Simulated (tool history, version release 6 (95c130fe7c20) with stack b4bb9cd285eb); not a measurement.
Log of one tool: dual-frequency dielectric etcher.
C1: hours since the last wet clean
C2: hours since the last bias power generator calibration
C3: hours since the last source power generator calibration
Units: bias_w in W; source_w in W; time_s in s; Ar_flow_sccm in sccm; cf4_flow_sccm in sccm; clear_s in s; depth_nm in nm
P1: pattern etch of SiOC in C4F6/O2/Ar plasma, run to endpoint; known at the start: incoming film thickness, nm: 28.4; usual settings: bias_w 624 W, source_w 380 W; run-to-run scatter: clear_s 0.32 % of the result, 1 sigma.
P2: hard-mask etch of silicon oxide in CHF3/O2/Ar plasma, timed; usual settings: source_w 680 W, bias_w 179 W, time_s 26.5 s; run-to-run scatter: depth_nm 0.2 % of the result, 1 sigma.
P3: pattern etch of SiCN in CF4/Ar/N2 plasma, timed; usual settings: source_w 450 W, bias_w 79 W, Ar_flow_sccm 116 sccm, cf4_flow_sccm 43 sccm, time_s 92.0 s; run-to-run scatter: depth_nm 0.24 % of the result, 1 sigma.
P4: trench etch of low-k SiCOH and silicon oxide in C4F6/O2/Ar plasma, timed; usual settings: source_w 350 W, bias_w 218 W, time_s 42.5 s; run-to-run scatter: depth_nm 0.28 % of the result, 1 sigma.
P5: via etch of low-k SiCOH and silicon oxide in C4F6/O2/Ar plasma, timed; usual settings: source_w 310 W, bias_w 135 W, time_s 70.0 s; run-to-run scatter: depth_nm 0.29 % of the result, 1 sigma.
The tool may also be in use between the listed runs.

{"run": 1, "hour": 10.7, "process": "P1", "bias_w": 624, "source_w": 380, "C1": 406.4, "C2": 1840.6, "C3": 1347.3, "clear_s": 9.2207}
{"run": 2, "hour": 19.8, "process": "P4", "bias_w": 218, "source_w": 490, "time_s": 42.5, "C1": 415.5, "C2": 1849.7, "C3": 1356.4, "depth_nm": 151.3}
{"run": 3, "hour": 26.8, "process": "P1", "bias_w": 403, "source_w": 310, "C1": 422.5, "C2": 1856.7, "C3": 1363.4, "clear_s": 11.706}
{"run": 4, "hour": 32.6, "process": "P1", "bias_w": 831, "source_w": 380, "C1": 428.3, "C2": 1862.5, "C3": 1369.2, "clear_s": 8.268}
{"run": 5, "hour": 41.3, "process": "P2", "bias_w": 179, "source_w": 470, "time_s": 26.5, "C1": 437.0, "C2": 1871.2, "C3": 1377.9, "depth_nm": 47.525}
{"run": 6, "hour": 49.1, "process": "P3", "bias_w": 79, "source_w": 450, "time_s": 114.5, "Ar_flow_sccm": 116, "cf4_flow_sccm": 43, "C1": 444.8, "C2": 1879.0, "C3": 1385.7, "depth_nm": 93.751}
{"run": 7, "hour": 55.1, "process": "P4", "bias_w": 177, "source_w": 350, "time_s": 42.5, "C1": 450.8, "C2": 1885.0, "C3": 1391.7, "depth_nm": 123.97}
{"hour": 57.6, "done": "source power generator calibrated"}
{"run": 8, "hour": 63.6, "process": "P3", "bias_w": 79, "source_w": 570, "time_s": 92.0, "Ar_flow_sccm": 116, "cf4_flow_sccm": 43, "C1": 459.3, "C2": 1893.5, "C3": 6.0, "depth_nm": 92.052}
{"run": 9, "hour": 69.2, "process": "P5", "bias_w": 102, "source_w": 310, "time_s": 70.0, "C1": 464.9, "C2": 1899.1, "C3": 11.6, "depth_nm": 151.38}
{"run": 10, "hour": 80.2, "process": "P1", "bias_w": 624, "source_w": 380, "C1": 475.9, "C2": 1910.1, "C3": 22.6, "clear_s": 9.2717}
{"run": 11, "hour": 87.9, "process": "P5", "bias_w": 135, "source_w": 250, "time_s": 70.0, "C1": 483.6, "C2": 1917.8, "C3": 30.3, "depth_nm": 151.13}
{"run": 12, "hour": 93.9, "process": "P5", "bias_w": 135, "source_w": 310, "time_s": 39.5, "C1": 489.6, "C2": 1923.8, "C3": 36.3, "depth_nm": 92.881}
{"run": 13, "hour": 103.3, "process": "P2", "bias_w": 179, "source_w": 680, "time_s": 16.5, "C1": 499.0, "C2": 1933.2, "C3": 45.7, "depth_nm": 33.993}
{"run": 14, "hour": 111.4, "process": "P3", "bias_w": 79, "source_w": 450, "time_s": 92.0, "Ar_flow_sccm": 116, "cf4_flow_sccm": 43, "C1": 507.1, "C2": 1941.3, "C3": 53.8, "depth_nm": 75.145}
{"run": 15, "hour": 119.5, "process": "P2", "bias_w": 179, "source_w": 680, "time_s": 26.5, "C1": 515.2, "C2": 1949.4, "C3": 61.9, "depth_nm": 54.493}
{"run": 16, "hour": 128.3, "process": "P3", "bias_w": 55, "source_w": 450, "time_s": 92.0, "Ar_flow_sccm": 116, "cf4_flow_sccm": 43, "C1": 524.0, "C2": 1958.2, "C3": 70.7, "depth_nm": 65.575}
{"run": 17, "hour": 137.8, "process": "P3", "bias_w": 79, "source_w": 450, "time_s": 92.0, "Ar_flow_sccm": 162, "cf4_flow_sccm": 43, "C1": 533.5, "C2": 1967.7, "C3": 80.2, "depth_nm": 70.942}
{"run": 18, "hour": 143.6, "process": "P4", "bias_w": 218, "source_w": 350, "time_s": 42.5, "C1": 539.3, "C2": 1973.5, "C3": 86.0, "depth_nm": 132.45}
{"run": 19, "hour": 154.0, "process": "P3", "bias_w": 79, "source_w": 450, "time_s": 92.0, "Ar_flow_sccm": 116, "cf4_flow_sccm": 55, "C1": 549.7, "C2": 1983.9, "C3": 96.4, "depth_nm": 77.861}
{"run": 20, "hour": 163.4, "process": "P5", "bias_w": 135, "source_w": 310, "time_s": 70.0, "C1": 559.1, "C2": 1993.3, "C3": 105.8, "depth_nm": 164.37}
{"run": 21, "hour": 172.8, "process": "P1", "bias_w": 624, "source_w": 530, "C1": 568.5, "C2": 2002.7, "C3": 115.2, "clear_s": 8.2279}
{"run": 22, "hour": 179.9, "process": "P4", "bias_w": 218, "source_w": 350, "time_s": 23.5, "C1": 575.6, "C2": 2009.8, "C3": 122.3, "depth_nm": 73.47}
{"run": 23, "hour": 185.8, "process": "P1", "bias_w": 624, "source_w": 380, "C1": 581.5, "C2": 2015.7, "C3": 128.2, "clear_s": 9.313}
{"run": 24, "hour": 196.3, "process": "P1", "bias_w": 624, "source_w": 380, "C1": 592.0, "C2": 2026.2, "C3": 138.7, "clear_s": 9.2238}
{"run": 25, "hour": 201.9, "process": "P2", "bias_w": 179, "source_w": 680, "time_s": 26.5, "C1": 597.6, "C2": 2031.8, "C3": 144.3, "depth_nm": 54.558}
{"run": 26, "hour": 209.8, "process": "P1", "bias_w": 624, "source_w": 270, "C1": 605.5, "C2": 2039.7, "C3": 152.2, "clear_s": 10.441}
{"run": 27, "hour": 218.1, "process": "P1", "bias_w": 388, "source_w": 380, "C1": 613.8, "C2": 2048.0, "C3": 160.5, "clear_s": 11.071}
{"run": 28, "hour": 225.4, "process": "P2", "bias_w": 125, "source_w": 680, "time_s": 26.5, "C1": 621.1, "C2": 2055.3, "C3": 167.8, "depth_nm": 48.696}
{"run": 29, "hour": 230.4, "process": "P1", "bias_w": 820, "source_w": 220, "C1": 626.1, "C2": 2060.3, "C3": 172.8, "clear_s": 10.161}
{"run": 30, "hour": 236.9, "process": "P1", "bias_w": 624, "source_w": 380, "C1": 632.6, "C2": 2066.8, "C3": 179.3, "clear_s": 9.2236}
{"run": 31, "hour": 242.8, "process": "P1", "bias_w": 624, "source_w": 380, "C1": 638.5, "C2": 2072.7, "C3": 185.2, "clear_s": 9.2995}
{"run": 32, "hour": 250.3, "process": "P1", "bias_w": 624, "source_w": 380, "C1": 646.0, "C2": 2080.2, "C3": 192.7, "clear_s": 9.4327}
{"run": 33, "hour": 259.6, "process": "P1", "bias_w": 624, "source_w": 380, "C1": 655.3, "C2": 2089.5, "C3": 202.0, "clear_s": 9.3918}
{"run": 34, "hour": 269.2, "process": "P1", "bias_w": 624, "source_w": 380, "C1": 664.9, "C2": 2099.1, "C3": 211.6, "clear_s": 9.4971}
{"hour": 272.7, "done": "wet clean of the chamber"}
{"run": 35, "hour": 275.4, "process": "P1", "bias_w": 624, "source_w": 380, "C1": 2.7, "C2": 2105.3, "C3": 217.8, "clear_s": 9.4326}
{"run": 36, "hour": 286.1, "process": "P1", "bias_w": 624, "source_w": 380, "C1": 13.4, "C2": 2116.0, "C3": 228.5, "clear_s": 9.4044}

What P1 gives has crept away from where it was. These 2 causes fit the log equally well, each at the size given:
A: bias power that arrives under what is set, % = 4.55
B: source power that arrives under what is set, % = 4.78
The creep began at about hour 236.9.
Why every other cause is out:
chamber walls in a state that lowers the etch rate, %: serviced at hour 272.7, which brought nothing back

4 check runs are offered, one wafer each, their results left as question marks. Which one tells the causes apart?
{"run": "check 1", "hour": 296.8, "process": "P3", "bias_w": 79, "source_w": 450, "time_s": 92.0, "Ar_flow_sccm": 116, "cf4_flow_sccm": 43, "depth_nm": "?"}
{"run": "check 2", "hour": 296.8, "process": "P2", "bias_w": 179, "source_w": 680, "time_s": 26.5, "depth_nm": "?"}
{"run": "check 3", "hour": 296.8, "process": "P4", "bias_w": 218, "source_w": 350, "time_s": 42.5, "depth_nm": "?"}
{"run": "check 4", "hour": 296.8, "process": "P5", "bias_w": 135, "source_w": 310, "time_s": 70.0, "depth_nm": "?"}

What each check would give under each cause:
check=check_1 result=depth_nm if_A=73.713 if_B=71.950
check=check_2 result=depth_nm if_A=53.759 if_B=53.579
check=check_3 result=depth_nm if_A=130.730 if_B=130.290
check=check_4 result=depth_nm if_A=161.830 if_B=160.970
How far apart the two closest causes lie, in the result that separates them most: check 1 2.42 %; check 2 0.34 %; check 3 0.34 %; check 4 0.53 %
Only check 1 tells the causes apart: in the others they would give nearly the same result.

Then check 1 was run and gave: depth_nm 73.881 nm. Which cause is it?

It is A: bias power that arrives under what is set, %.
